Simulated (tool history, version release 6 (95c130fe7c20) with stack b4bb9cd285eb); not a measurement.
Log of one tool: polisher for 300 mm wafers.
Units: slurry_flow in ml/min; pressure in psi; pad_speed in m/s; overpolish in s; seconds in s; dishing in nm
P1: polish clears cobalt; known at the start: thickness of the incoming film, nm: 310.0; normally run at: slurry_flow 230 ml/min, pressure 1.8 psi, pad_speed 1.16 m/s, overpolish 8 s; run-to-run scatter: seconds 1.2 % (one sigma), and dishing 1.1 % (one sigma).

{"run": 1, "hour": 7.8, "slurry_flow": 230, "pressure": 1.8, "pad_speed": 1.16, "overpolish": 8, "seconds": 69.618, "dishing": 29.288}
{"run": 2, "hour": 17.2, "slurry_flow": 140, "pressure": 1.8, "pad_speed": 1.16, "overpolish": 8, "seconds": 74.312, "dishing": 28.049}
{"run": 3, "hour": 27.0, "slurry_flow": 230, "pressure": 1.2, "pad_speed": 1.5, "overpolish": 8, "seconds": 81.393, "dishing": 25.977}
{"run": 4, "hour": 35.2, "slurry_flow": 230, "pressure": 1.8, "pad_speed": 1.16, "overpolish": 8, "seconds": 69.806, "dishing": 29.241}
{"run": 5, "hour": 42.9, "slurry_flow": 230, "pressure": 1.0, "pad_speed": 1.16, "overpolish": 2, "seconds": 128.91, "dishing": 4.8376}
{"run": 6, "hour": 48.2, "slurry_flow": 230, "pressure": 2.4, "pad_speed": 1.16, "overpolish": 8, "seconds": 53.268, "dishing": 37.52}
{"run": 7, "hour": 58.2, "slurry_flow": 230, "pressure": 1.8, "pad_speed": 1.16, "overpolish": 8, "seconds": 70.616, "dishing": 29.719}
{"run": 8, "hour": 66.6, "slurry_flow": 230, "pressure": 1.8, "pad_speed": 1.72, "overpolish": 8, "seconds": 48.032, "dishing": 40.582}
{"run": 9, "hour": 74.5, "slurry_flow": 230, "pressure": 1.8, "pad_speed": 1.16, "overpolish": 13, "seconds": 71.044, "dishing": 43.395}
{"run": 10, "hour": 84.4, "slurry_flow": 230, "pressure": 1.8, "pad_speed": 0.6, "overpolish": 8, "seconds": 137.9, "dishing": 16.691}
{"run": 11, "hour": 92.2, "slurry_flow": 230, "pressure": 1.3, "pad_speed": 1.16, "overpolish": 8, "seconds": 98.056, "dishing": 22.461}
{"run": 12, "hour": 97.7, "slurry_flow": 230, "pressure": 1.8, "pad_speed": 1.16, "overpolish": 8, "seconds": 71.067, "dishing": 29.596}
{"run": 13, "hour": 107.2, "slurry_flow": 230, "pressure": 1.8, "pad_speed": 1.16, "overpolish": 8, "seconds": 70.98, "dishing": 29.571}
{"run": 14, "hour": 117.1, "slurry_flow": 230, "pressure": 1.8, "pad_speed": 1.16, "overpolish": 2, "seconds": 71.877, "dishing": 8.4979}
{"hour": 118.3, "done": "head pressure recalibrated"}
{"run": 15, "hour": 124.1, "slurry_flow": 230, "pressure": 1.8, "pad_speed": 1.16, "overpolish": 8, "seconds": 70.982, "dishing": 29.96}
{"run": 16, "hour": 131.2, "slurry_flow": 335, "pressure": 1.8, "pad_speed": 1.16, "overpolish": 8, "seconds": 69.449, "dishing": 30.751}
{"run": 17, "hour": 139.8, "slurry_flow": 230, "pressure": 1.8, "pad_speed": 1.16, "overpolish": 8, "seconds": 71.085, "dishing": 29.554}
{"run": 18, "hour": 145.8, "slurry_flow": 230, "pressure": 1.8, "pad_speed": 1.16, "overpolish": 8, "seconds": 74.866, "dishing": 29.07}
{"run": 19, "hour": 151.1, "slurry_flow": 230, "pressure": 1.8, "pad_speed": 1.16, "overpolish": 8, "seconds": 74.26, "dishing": 28.337}
{"run": 20, "hour": 157.7, "slurry_flow": 230, "pressure": 1.8, "pad_speed": 1.16, "overpolish": 8, "seconds": 76.495, "dishing": 27.981}
{"hour": 161.4, "done": "head pressure recalibrated"}
{"run": 21, "hour": 164.5, "slurry_flow": 230, "pressure": 1.8, "pad_speed": 1.16, "overpolish": 8, "seconds": 75.306, "dishing": 27.971}

Forecast run 22:
{"run": 22, "hour": 169.2, "slurry_flow": 230, "pressure": 1.8, "pad_speed": 1.16, "overpolish": 8, "seconds": "?", "dishing": "?"}

Run 22 gave seconds 76.241 s, dishing 27.6500 nm.

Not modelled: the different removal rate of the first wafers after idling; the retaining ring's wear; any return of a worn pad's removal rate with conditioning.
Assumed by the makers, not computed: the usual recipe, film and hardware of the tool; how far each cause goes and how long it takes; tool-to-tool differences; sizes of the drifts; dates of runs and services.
